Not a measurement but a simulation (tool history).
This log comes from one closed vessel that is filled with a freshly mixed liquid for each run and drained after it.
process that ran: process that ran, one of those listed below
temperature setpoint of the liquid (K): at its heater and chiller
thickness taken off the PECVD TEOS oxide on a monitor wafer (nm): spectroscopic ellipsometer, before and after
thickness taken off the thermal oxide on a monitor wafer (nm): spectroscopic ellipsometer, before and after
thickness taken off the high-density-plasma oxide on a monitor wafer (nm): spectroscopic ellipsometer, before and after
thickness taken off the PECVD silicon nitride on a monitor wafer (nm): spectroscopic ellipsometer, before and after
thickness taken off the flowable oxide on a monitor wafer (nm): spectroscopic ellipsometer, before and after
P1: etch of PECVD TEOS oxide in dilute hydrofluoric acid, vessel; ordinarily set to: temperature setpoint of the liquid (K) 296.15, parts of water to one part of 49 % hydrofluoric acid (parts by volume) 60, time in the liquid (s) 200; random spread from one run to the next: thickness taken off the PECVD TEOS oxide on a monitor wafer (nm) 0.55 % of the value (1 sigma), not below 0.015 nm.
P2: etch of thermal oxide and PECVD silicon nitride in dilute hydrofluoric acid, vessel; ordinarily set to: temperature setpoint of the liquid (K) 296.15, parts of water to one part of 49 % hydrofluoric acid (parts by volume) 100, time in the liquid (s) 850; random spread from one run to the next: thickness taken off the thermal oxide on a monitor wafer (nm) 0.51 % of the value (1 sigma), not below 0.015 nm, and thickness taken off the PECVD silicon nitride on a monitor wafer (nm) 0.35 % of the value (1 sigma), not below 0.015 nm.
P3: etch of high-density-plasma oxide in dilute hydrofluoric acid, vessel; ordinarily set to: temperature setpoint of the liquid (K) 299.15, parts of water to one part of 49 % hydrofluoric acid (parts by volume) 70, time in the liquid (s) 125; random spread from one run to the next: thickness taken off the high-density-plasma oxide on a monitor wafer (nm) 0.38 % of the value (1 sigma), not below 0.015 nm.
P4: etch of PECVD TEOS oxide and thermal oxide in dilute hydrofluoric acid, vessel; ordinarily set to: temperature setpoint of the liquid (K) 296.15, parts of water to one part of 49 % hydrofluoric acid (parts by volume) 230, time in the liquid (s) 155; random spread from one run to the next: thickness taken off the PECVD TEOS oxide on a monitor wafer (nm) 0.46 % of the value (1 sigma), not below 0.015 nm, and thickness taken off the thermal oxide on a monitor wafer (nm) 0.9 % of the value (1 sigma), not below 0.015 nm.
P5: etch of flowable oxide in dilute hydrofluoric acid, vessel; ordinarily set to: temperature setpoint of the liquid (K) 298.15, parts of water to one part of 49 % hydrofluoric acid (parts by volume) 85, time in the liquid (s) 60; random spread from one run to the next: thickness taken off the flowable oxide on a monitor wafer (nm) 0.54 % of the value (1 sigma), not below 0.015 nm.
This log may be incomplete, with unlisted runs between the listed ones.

run    day  process that ran  temperature setpoint of the liquid (K)  parts of water to one part of 49 % hydrofluoric acid (parts by volume)  time in the liquid (s)  thickness taken off the PECVD TEOS oxide on a monitor wafer (nm)  thickness taken off the thermal oxide on a monitor wafer (nm)  thickness taken off the high-density-plasma oxide on a monitor wafer (nm)  thickness taken off the PECVD silicon nitride on a monitor wafer (nm)  thickness taken off the flowable oxide on a monitor wafer (nm)
  1  0.150                P1                                  296.15                                                                      60                     200                                                           57.0680
  2  0.242                P1                                  296.15                                                                      60                      80                                                           22.7800
  3  0.329                P1                                  296.15                                                                      60                     200                                                           57.0840
  4  0.429                P4                                  296.15                                                                     230                     155                                                            5.5663                                                        2.74370
  5  0.533                P1                                  300.15                                                                      60                     200                                                           67.5650
  6  0.621                P3                                  299.15                                                                      70                     125                                                                                                                                                                                                      12.618
  7  0.742                P1                                  296.15                                                                      60                     200                                                           57.0080
  8  0.846                P2                                  296.15                                                                     100                     850                                                                                                                         38.39500                                                                                                                                           19.4890
  9  0.929                P1                                  290.65                                                                      60                     200                                                           45.2650
 10  1.092                P1                                  296.15                                                                      60                     200                                                           56.5610
 11  1.196                P3                                  299.15                                                                      70                     125                                                                                                                                                                                                      12.496
 12  1.362                P2                                  291.65                                                                     100                     850                                                                                                                         32.00700                                                                                                                                           14.4350
 13  1.508                P4                                  296.15                                                                     400                     155                                                            2.6752                                                        1.32220
 14  1.608                P4                                  296.15                                                                     230                      45                                                            1.5950                                                        0.81252
 15  1.771                P2                                  296.15                                                                     100                     310                                                                                                                         14.07900                                                                                                                                            7.1846
 16  1.938                P3                                  299.15                                                                      70                     245                                                                                                                                                                                                      24.461
 17  2.050                P1                                  296.15                                                                      20                     200                                                          179.1900
 18  2.183                P3                                  307.15                                                                      70                     125                                                                                                                                                                                                      16.920
 19  2.279                P5                                  298.15                                                                      85                      95                                                                                                                                                                                                                                                                                                                                             57.497
 20  2.375                P1                                  296.15                                                                      90                     200                                                           36.7040
 21  2.517                P4                                  290.15                                                                     230                     155                                                            4.3686                                                        2.14220
 22  2.642                P2                                  296.15                                                                      20                     850                                                                                                                        214.51000                                                                                                                                           93.7290
 23  2.762                P5                                  298.15                                                                      85                      60                                                                                                                                                                                                                                                                                                                                             36.374
 24  2.912                P1                                  291.15                                                                      85                     200                                                           31.8170
 25  3.050                P5                                  298.15                                                                      85                      60                                                                                                                                                                                                                                                                                                                                             36.233
 26  3.171                P1                                  296.15                                                                      60                     200                                                           57.0310
 27  3.271                P5                                  298.15                                                                      45                      60                                                                                                                                                                                                                                                                                                                                             71.886
 28  3.400                P3                                  299.15                                                                      25                     125                                                                                                                                                                                                      37.461

Run 29 comes next. What will it give?
 29  3.508                P5                                  294.15                                                                      85                      60                                                                                                                                                                                                                                                                                                                                                  ?

{"run 29": {"thickness taken off the flowable oxide on a monitor wafer (nm)": 30.93}}

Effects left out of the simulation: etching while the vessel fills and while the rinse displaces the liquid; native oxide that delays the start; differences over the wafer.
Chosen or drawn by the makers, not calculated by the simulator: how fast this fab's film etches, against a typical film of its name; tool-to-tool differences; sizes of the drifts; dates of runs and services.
